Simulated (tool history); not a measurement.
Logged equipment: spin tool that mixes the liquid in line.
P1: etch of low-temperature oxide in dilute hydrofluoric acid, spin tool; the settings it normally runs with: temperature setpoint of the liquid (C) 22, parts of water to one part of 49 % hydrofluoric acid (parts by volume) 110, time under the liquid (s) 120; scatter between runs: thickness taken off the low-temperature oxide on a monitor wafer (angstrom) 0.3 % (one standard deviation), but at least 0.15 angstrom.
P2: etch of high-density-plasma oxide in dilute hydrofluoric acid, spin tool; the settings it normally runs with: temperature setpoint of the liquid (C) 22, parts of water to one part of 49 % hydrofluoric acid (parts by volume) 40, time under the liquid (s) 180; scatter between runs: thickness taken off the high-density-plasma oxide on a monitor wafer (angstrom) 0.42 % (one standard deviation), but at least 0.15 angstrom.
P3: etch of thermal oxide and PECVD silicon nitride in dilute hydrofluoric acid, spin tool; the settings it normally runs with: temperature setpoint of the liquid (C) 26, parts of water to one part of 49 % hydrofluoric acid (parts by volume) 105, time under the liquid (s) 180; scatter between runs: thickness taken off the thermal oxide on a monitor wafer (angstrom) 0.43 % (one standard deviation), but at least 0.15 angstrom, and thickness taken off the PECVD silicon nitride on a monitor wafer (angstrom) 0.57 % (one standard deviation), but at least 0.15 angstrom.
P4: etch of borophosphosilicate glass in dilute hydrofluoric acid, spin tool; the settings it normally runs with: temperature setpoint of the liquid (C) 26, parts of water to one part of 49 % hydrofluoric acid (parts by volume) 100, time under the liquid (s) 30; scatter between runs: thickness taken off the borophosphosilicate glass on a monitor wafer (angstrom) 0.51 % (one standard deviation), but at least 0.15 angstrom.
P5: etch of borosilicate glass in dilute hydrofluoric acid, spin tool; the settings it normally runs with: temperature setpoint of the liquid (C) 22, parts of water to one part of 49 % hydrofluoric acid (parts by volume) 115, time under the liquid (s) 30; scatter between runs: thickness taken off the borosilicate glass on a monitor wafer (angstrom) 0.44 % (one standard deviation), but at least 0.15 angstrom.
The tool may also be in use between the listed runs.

run,hour,process that ran,temperature setpoint of the liquid (C),parts of water to one part of 49 % hydrofluoric acid (parts by volume),time under the liquid (s),hours since the thermometer was replaced,hours since the hydrofluoric acid flow meter was replaced,thickness taken off the low-temperature oxide on a monitor wafer (angstrom),thickness taken off the borophosphosilicate glass on a monitor wafer (angstrom),thickness taken off the high-density-plasma oxide on a monitor wafer (angstrom),thickness taken off the thermal oxide on a monitor wafer (angstrom),thickness taken off the PECVD silicon nitride on a monitor wafer (angstrom),thickness taken off the borosilicate glass on a monitor wafer (angstrom)
1,3.6,P1,22,110,120,327.1,358.2,223.46,,,,,
2,8.9,P4,26,175,30,332.4,363.5,,62.56,,,,
3,14.7,P2,29.5,40,180,338.2,369.3,,,297.98,,,
4,21.8,P1,22,110,120,345.3,376.4,224.45,,,,,
5,26.9,P3,26,105,15,350.4,381.5,,,,7.0198,3.3933,
6,34.5,P2,22,40,320,358,389.1,,,391.97,,,
7,39.8,P2,22,70,180,363.3,394.4,,,121.24,,,
8,46.3,P4,26,100,30,369.8,400.9,,119.93,,,,
9,50.4,P1,22,20,120,373.9,405,1373.6,,,,,
10,57.3,P1,22,110,120,380.8,411.9,223.53,,,,,
11,61,P1,22,60,65,384.5,415.6,236.19,,,,,
12,66.5,P1,22,110,120,390,421.1,224.69,,,,,
13,74,P1,17,110,120,397.5,428.6,183.1,,,,,
14,78.2,P1,30,110,120,401.7,432.8,304.79,,,,,
15,81.7,P4,30.5,100,30,405.2,436.3,,142.09,,,,
16,86.6,P4,26,100,15,410.1,441.2,,60.111,,,,
17,93.4,P2,22,40,180,416.9,448,,,219.89,,,
18,100,P1,22,110,215,423.5,454.6,400.19,,,,,
19,103.4,P5,22,115,30,426.9,458,,,,,,48.729
20,109.7,P5,22,210,30,433.2,464.3,,,,,,24.245
21,114.8,P5,18,115,30,438.3,469.4,,,,,,41.513
22,122.3,P5,22,115,15,445.8,476.9,,,,,,24.357
23,127.7,P1,22,110,35,451.2,482.3,65.634,,,,,
24,132.1,P1,22,155,175,455.6,486.7,221.12,,,,,
25,136.7,P3,26,170,180,460.2,491.3,,,,47.929,24.469,
26,143.1,P3,17.5,105,180,466.6,497.7,,,,59.661,22.893,
27,146.6,P3,26,105,180,470.1,501.2,,,,84.087,39.794,
28,150.3,P1,17.5,110,25,473.8,504.9,38.875,,,,,
29,154.3,P5,22,115,30,477.8,508.9,,,,,,48.943
30,159.9,P1,22,155,120,483.4,514.5,151.54,,,,,
31,165.6,P1,22,110,120,489.1,520.2,224.74,,,,,
32,170.4,P1,22,110,120,493.9,525,227.82,,,,,
33,176.1,P1,22,110,120,499.6,530.7,234.12,,,,,
34,182.6,P1,22,110,120,506.1,537.2,236.8,,,,,
35,187.4,P1,22,110,120,510.9,542,238.64,,,,,
36,194.9,P1,22,110,120,518.4,549.5,240.09,,,,,
37,201.7,P1,22,110,120,525.2,556.3,241.58,,,,,
38,208.7,P1,22,110,120,532.2,563.3,242.7,,,,,
39,216,P1,22,110,120,539.5,570.6,242.07,,,,,
40,223.5,P1,22,110,120,547,578.1,242.83,,,,,
41,227,P1,22,110,120,550.5,581.6,242.4,,,,,
42,232.6,P1,22,110,120,556.1,587.2,242.66,,,,,

P1 no longer gives what it gave before; its output has crept away from where it was. The following 2 causes, each at its listed size, fit the log equally well:
A: hydrofluoric acid flow above the setpoint (%) = 7.9
B: liquid hotter than its thermometer reads (K) = 2.16
The onset of the drift is placed at about hour 165.6.

Question marks stand in for the results of the 4 check runs listed below, each run on one wafer. Under which run would the listed causes show clearly different results?
check 1,238.2,P5,22,115,30,,,,,,,,?
check 2,238.2,P3,26,105,180,,,,,,?,?,
check 3,238.2,P4,26,100,30,,,,?,,,,
check 4,238.2,P2,22,40,180,,,,,?,,,

What every check run would give for each of its results, assuming each possible cause in turn:
check,result,if A,if B
check 1,thickness taken off the borosilicate glass on a monitor wafer (angstrom),53.331,53.312
check 2,thickness taken off the thermal oxide on a monitor wafer (angstrom),91.746,91.465
check 2,thickness taken off the PECVD silicon nitride on a monitor wafer (angstrom),42.869,45.654
check 3,thickness taken off the borophosphosilicate glass on a monitor wafer (angstrom),130.71,130.41
check 4,thickness taken off the high-density-plasma oxide on a monitor wafer (angstrom),238.28,240.79
Minimum pairwise separation of causes per check, each pair taken at its best-separating result: check 1 0.04 %; check 2 6.29 %; check 3 0.23 %; check 4 1.04 %
Check 2 tells the causes apart: in the others they would give nearly the same result.

Check 2 was then run and gave: thickness taken off the thermal oxide on a monitor wafer (angstrom) 92.159; thickness taken off the PECVD silicon nitride on a monitor wafer (angstrom) 43.438. Which cause is it?

Of the candidate causes, it is A: hydrofluoric acid flow above the setpoint (%).
